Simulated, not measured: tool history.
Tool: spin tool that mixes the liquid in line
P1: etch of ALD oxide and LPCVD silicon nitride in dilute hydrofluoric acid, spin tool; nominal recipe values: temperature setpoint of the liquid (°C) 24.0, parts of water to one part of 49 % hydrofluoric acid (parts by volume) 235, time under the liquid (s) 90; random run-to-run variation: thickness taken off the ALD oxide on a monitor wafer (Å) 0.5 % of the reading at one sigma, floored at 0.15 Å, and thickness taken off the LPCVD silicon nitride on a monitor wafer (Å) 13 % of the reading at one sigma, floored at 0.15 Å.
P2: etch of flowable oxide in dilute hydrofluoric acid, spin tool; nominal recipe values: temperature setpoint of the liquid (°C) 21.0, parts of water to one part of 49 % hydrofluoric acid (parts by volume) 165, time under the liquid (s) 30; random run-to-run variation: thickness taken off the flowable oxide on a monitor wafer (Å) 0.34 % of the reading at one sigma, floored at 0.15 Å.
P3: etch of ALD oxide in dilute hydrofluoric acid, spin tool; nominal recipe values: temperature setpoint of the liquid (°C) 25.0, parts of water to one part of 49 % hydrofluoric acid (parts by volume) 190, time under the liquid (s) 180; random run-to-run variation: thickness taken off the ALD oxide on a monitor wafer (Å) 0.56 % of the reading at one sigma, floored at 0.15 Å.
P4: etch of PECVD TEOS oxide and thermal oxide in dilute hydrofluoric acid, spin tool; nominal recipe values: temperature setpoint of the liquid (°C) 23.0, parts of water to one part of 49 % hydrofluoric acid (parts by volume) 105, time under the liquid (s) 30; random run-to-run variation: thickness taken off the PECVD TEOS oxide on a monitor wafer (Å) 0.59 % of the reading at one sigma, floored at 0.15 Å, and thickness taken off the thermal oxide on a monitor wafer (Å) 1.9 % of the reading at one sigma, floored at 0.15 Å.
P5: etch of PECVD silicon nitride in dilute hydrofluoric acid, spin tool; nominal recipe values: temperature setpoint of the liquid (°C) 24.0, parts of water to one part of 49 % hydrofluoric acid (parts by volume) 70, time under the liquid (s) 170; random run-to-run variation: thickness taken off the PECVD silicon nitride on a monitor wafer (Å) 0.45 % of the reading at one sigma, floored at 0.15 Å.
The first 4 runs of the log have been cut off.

run,hour,process that ran,temperature setpoint of the liquid (°C),parts of water to one part of 49 % hydrofluoric acid (parts by volume),time under the liquid (s),hours since the thermometer was replaced,hours since the hydrofluoric acid flow meter was replaced,thickness taken off the ALD oxide on a monitor wafer (Å),thickness taken off the LPCVD silicon nitride on a monitor wafer (Å),thickness taken off the flowable oxide on a monitor wafer (Å),thickness taken off the PECVD silicon nitride on a monitor wafer (Å),thickness taken off the PECVD TEOS oxide on a monitor wafer (Å),thickness taken off the thermal oxide on a monitor wafer (Å)
# hour 62.1: hydrofluoric acid flow meter replaced
5,77.2,P1,18.0,235,50,1091.5,15.2,26.559,0.83412,,,,
6,89.5,P5,24.0,70,25,1103.8,27.5,,,,11.113,,
7,98.5,P1,27.5,235,90,1112.8,36.5,67.477,1.80390,,,,
8,106.9,P3,25.0,190,15,1121.2,44.9,8.608,,,,,
# hour 115.8: thermometer replaced
9,117.2,P1,24.0,235,90,1.4,55.2,59.440,1.71810,,,,
10,132.5,P1,28.5,235,25,16.7,70.5,19.067,0.47667,,,,
11,149.1,P5,24.0,70,170,33.3,87.1,,,,75.081,,
12,159.7,P2,21.0,165,30,43.9,97.7,,,90.457,,,
13,176.2,P2,17.0,165,30,60.4,114.2,,,77.307,,,
14,187.7,P1,24.0,350,90,71.9,125.7,35.710,1.10580,,,,
15,203.6,P1,29.0,235,170,87.8,141.6,134.020,4.56060,,,,
16,215.0,P1,24.0,235,90,99.2,153.0,59.323,1.40920,,,,
17,230.0,P4,17.0,105,30,114.2,168.0,,,,,41.509,10.393
18,242.3,P2,21.0,165,15,126.5,180.3,,,45.506,,,
19,250.3,P1,24.0,235,90,134.5,188.3,59.235,1.86640,,,,
20,264.8,P1,24.0,235,90,149.0,202.8,59.531,1.93390,,,,
21,280.2,P4,23.0,105,30,164.4,218.2,,,,,53.149,13.035
22,288.7,P1,18.5,235,90,172.9,226.7,48.176,1.43220,,,,

The next listed run, before its measurement:
23,300.0,P1,24.0,235,165,184.2,238.0,?,?,,,,

thickness taken off the ALD oxide on a monitor wafer (Å): 109.420
thickness taken off the LPCVD silicon nitride on a monitor wafer (Å): 2.87080

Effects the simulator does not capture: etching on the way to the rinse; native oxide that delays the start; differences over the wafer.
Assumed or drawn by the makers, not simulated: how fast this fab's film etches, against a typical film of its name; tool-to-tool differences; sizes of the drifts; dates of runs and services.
